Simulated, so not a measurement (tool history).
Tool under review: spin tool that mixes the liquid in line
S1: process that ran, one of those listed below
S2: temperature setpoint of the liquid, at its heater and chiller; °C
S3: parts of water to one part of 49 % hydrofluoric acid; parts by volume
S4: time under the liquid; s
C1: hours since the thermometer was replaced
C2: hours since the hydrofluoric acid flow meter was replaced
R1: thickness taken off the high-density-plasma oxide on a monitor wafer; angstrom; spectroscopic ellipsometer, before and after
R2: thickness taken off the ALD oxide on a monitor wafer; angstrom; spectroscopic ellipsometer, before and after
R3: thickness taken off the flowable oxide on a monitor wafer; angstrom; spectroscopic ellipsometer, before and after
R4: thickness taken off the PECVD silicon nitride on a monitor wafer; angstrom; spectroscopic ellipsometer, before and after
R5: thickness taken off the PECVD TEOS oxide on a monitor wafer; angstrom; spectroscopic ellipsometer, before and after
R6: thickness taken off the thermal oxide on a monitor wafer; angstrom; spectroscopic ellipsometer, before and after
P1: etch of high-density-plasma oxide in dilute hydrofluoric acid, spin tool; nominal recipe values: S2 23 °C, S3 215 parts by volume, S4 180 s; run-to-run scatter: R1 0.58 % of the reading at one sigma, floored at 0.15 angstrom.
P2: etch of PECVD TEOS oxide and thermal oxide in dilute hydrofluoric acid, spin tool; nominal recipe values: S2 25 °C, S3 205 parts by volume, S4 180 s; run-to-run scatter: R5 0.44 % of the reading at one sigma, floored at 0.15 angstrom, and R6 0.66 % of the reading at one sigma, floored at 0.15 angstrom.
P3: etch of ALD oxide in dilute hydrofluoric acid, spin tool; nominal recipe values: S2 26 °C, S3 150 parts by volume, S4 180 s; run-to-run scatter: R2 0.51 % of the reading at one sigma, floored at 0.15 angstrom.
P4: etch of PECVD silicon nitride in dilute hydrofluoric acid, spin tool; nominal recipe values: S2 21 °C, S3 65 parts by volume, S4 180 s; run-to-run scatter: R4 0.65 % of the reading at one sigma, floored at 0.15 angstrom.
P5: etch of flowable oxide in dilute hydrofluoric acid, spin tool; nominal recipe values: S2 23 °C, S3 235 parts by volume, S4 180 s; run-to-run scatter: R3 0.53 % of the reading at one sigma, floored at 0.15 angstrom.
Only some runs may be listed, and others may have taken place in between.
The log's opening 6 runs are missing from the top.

{"run": 7, "hour": 26.7, "S1": "P4", "S2": 17, "S3": 65, "S4": 180, "C1": 1565.6, "C2": 383.2, "R4": 28.164}
{"run": 8, "hour": 30.9, "S1": "P1", "S2": 23, "S3": 215, "S4": 50, "C1": 1569.8, "C2": 387.4, "R1": 12.849}
{"run": 9, "hour": 35.4, "S1": "P1", "S2": 18.5, "S3": 215, "S4": 180, "C1": 1574.3, "C2": 391.9, "R1": 39.918}
{"run": 10, "hour": 38.0, "S1": "P4", "S2": 21, "S3": 65, "S4": 180, "C1": 1576.9, "C2": 394.5, "R4": 37.824}
{"run": 11, "hour": 41.2, "S1": "P1", "S2": 23, "S3": 100, "S4": 75, "C1": 1580.1, "C2": 397.7, "R1": 48.033}
{"run": 12, "hour": 43.7, "S1": "P3", "S2": 26, "S3": 150, "S4": 180, "C1": 1582.6, "C2": 400.2, "R2": 125.66}
{"run": 13, "hour": 46.7, "S1": "P1", "S2": 23, "S3": 380, "S4": 180, "C1": 1585.6, "C2": 403.2, "R1": 22.769}
{"run": 14, "hour": 51.4, "S1": "P1", "S2": 23, "S3": 110, "S4": 180, "C1": 1590.3, "C2": 407.9, "R1": 102.9}
{"run": 15, "hour": 55.9, "S1": "P4", "S2": 21, "S3": 65, "S4": 180, "C1": 1594.8, "C2": 412.4, "R4": 36.885}
{"run": 16, "hour": 58.3, "S1": "P5", "S2": 23, "S3": 130, "S4": 180, "C1": 1597.2, "C2": 414.8, "R3": 407.08}
{"run": 17, "hour": 61.4, "S1": "P2", "S2": 25, "S3": 335, "S4": 180, "C1": 1600.3, "C2": 417.9, "R5": 37.076, "R6": 20.327}
{"run": 18, "hour": 65.0, "S1": "P1", "S2": 23, "S3": 215, "S4": 180, "C1": 1603.9, "C2": 421.5, "R1": 46.802}
{"run": 19, "hour": 68.1, "S1": "P1", "S2": 23, "S3": 370, "S4": 85, "C1": 1607, "C2": 424.6, "R1": 10.93}
{"run": 20, "hour": 72.9, "S1": "P5", "S2": 23, "S3": 235, "S4": 180, "C1": 1611.8, "C2": 429.4, "R3": 200.9}
{"hour": 74.3, "done": "hydrofluoric acid flow meter replaced"}
{"run": 21, "hour": 75.5, "S1": "P2", "S2": 25, "S3": 205, "S4": 65, "C1": 1614.4, "C2": 1.3, "R5": 24.845, "R6": 13.84}
{"run": 22, "hour": 80.3, "S1": "P1", "S2": 23, "S3": 215, "S4": 180, "C1": 1619.2, "C2": 6.1, "R1": 47.235}

Estimate the outcome of run 23 from the log above:
{"run": 23, "hour": 84.2, "S1": "P4", "S2": 21, "S3": 65, "S4": 300, "C1": 1623.1, "C2": 10, "R4": "?"}

{"run 23": {"R4": 61.987}}
